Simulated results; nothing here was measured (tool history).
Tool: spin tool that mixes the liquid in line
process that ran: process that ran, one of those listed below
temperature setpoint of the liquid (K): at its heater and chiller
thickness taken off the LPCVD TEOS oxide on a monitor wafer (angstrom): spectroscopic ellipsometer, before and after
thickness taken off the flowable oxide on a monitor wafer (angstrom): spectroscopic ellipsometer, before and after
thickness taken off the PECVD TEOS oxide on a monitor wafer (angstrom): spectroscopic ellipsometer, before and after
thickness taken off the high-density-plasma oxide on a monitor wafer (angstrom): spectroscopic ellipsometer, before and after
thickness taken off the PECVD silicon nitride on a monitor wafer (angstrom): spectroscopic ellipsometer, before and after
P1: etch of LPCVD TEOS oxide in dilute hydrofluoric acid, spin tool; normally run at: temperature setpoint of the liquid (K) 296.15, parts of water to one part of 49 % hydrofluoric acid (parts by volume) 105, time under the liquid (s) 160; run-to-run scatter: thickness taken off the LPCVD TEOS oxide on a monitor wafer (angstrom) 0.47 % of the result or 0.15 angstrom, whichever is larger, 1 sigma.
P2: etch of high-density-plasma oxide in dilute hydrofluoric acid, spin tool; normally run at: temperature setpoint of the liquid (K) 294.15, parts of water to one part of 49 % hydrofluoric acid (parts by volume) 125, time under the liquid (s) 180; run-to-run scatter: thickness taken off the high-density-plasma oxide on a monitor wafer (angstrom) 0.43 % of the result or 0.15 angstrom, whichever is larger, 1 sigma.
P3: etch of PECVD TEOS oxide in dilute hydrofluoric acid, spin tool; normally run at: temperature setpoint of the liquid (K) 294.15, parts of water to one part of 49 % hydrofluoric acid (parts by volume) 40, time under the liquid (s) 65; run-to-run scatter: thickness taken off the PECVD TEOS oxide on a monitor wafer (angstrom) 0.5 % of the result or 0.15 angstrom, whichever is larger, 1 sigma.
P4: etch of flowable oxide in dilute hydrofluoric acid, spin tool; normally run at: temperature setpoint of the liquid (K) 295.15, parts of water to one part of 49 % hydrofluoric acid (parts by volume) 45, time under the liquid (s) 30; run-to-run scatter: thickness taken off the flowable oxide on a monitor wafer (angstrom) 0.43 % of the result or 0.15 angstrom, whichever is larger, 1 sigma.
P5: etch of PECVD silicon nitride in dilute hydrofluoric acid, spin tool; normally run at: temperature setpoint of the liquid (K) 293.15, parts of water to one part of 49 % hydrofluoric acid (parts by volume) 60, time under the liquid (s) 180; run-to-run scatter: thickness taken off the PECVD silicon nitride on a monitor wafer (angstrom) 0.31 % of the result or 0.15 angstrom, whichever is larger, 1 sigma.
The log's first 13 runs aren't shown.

| run | day | process that ran | temperature setpoint of the liquid (K) | parts of water to one part of 49 % hydrofluoric acid (parts by volume) | time under the liquid (s) | hours since the thermometer was replaced | hours since the hydrofluoric acid flow meter was replaced | thickness taken off the LPCVD TEOS oxide on a monitor wafer (angstrom) | thickness taken off the flowable oxide on a monitor wafer (angstrom) | thickness taken off the PECVD TEOS oxide on a monitor wafer (angstrom) | thickness taken off the high-density-plasma oxide on a monitor wafer (angstrom) | thickness taken off the PECVD silicon nitride on a monitor wafer (angstrom) |
|---|---|---|---|---|---|---|---|---|---|---|---|---|
| 14 | 4.35 | P5 | 293.15 | 60 | 180 | 312.1 | 697.1 |  |  |  |  | 131.85 |
| 15 | 4.758 | P2 | 294.15 | 125 | 180 | 321.9 | 706.9 |  |  |  | 66.661 |  |
| 16 | 5.142 | P1 | 291.65 | 105 | 160 | 331.1 | 716.1 | 256.52 |  |  |  |  |
| 17 | 5.429 | P1 | 296.15 | 105 | 160 | 338 | 723 | 307.56 |  |  |  |  |
| 18 | 5.721 | P5 | 293.15 | 60 | 30 | 345 | 730 |  |  |  |  | 21.709 |
| 19 | 6.05 | P4 | 295.15 | 45 | 30 | 352.9 | 737.9 |  | 319.76 |  |  |  |
| 20 | 6.412 | P2 | 294.15 | 40 | 180 | 361.6 | 746.6 |  |  |  | 229.98 |  |
| 21 | 6.667 | P2 | 294.15 | 125 | 180 | 367.7 | 752.7 |  |  |  | 66.598 |  |
| 22 | 7.054 | P1 | 296.15 | 105 | 160 | 377 | 762 | 305.23 |  |  |  |  |
| 23 | 7.429 | P1 | 291.65 | 170 | 160 | 386 | 771 | 147.81 |  |  |  |  |
| 24 | 7.667 | P5 | 293.15 | 60 | 180 | 391.7 | 776.7 |  |  |  |  | 131.15 |
| 25 | 7.912 | P1 | 296.15 | 105 | 40 | 397.6 | 782.6 | 77.185 |  |  |  |  |
| 26 | 8.242 | P4 | 295.15 | 45 | 15 | 405.5 | 790.5 |  | 159.02 |  |  |  |
| 27 | 8.675 | P4 | 295.15 | 75 | 30 | 415.9 | 800.9 |  | 184.4 |  |  |  |
| 28 | 9.083 | P1 | 300.15 | 105 | 160 | 425.7 | 810.7 | 361.22 |  |  |  |  |
| 29 | 9.417 | P2 | 290.15 | 125 | 180 | 433.7 | 818.7 |  |  |  | 56.613 |  |
| 30 | 9.862 | P5 | 293.15 | 95 | 180 | 444.4 | 829.4 |  |  |  |  | 83.847 |
| 31 | 10.271 | P1 | 296.15 | 105 | 290 | 454.2 | 839.2 | 561.03 |  |  |  |  |
| 32 | 10.546 | P1 | 296.15 | 155 | 160 | 460.8 | 845.8 | 197.07 |  |  |  |  |
| 33 | 10.742 | P1 | 302.15 | 105 | 90 | 465.5 | 850.5 | 217.83 |  |  |  |  |
| 34 | 11.012 | P1 | 296.15 | 105 | 160 | 472 | 857 | 306.46 |  |  |  |  |
| 35 | 11.225 | P1 | 296.15 | 105 | 160 | 477.1 | 862.1 | 318.55 |  |  |  |  |
| 36 | 11.454 | P1 | 296.15 | 105 | 160 | 482.6 | 867.6 | 326.8 |  |  |  |  |
| 37 | 11.679 | P1 | 296.15 | 105 | 160 | 488 | 873 | 330.41 |  |  |  |  |
| 38 | 12.05 | P1 | 296.15 | 105 | 160 | 496.9 | 881.9 | 336.45 |  |  |  |  |

Run 39 comes next. What will it give?
| 39 | 12.246 | P1 | 296.15 | 105 | 160 | 501.6 | 886.6 | ? |  |  |  |  |

{"run 39": {"thickness taken off the LPCVD TEOS oxide on a monitor wafer (angstrom)": 337.74}}

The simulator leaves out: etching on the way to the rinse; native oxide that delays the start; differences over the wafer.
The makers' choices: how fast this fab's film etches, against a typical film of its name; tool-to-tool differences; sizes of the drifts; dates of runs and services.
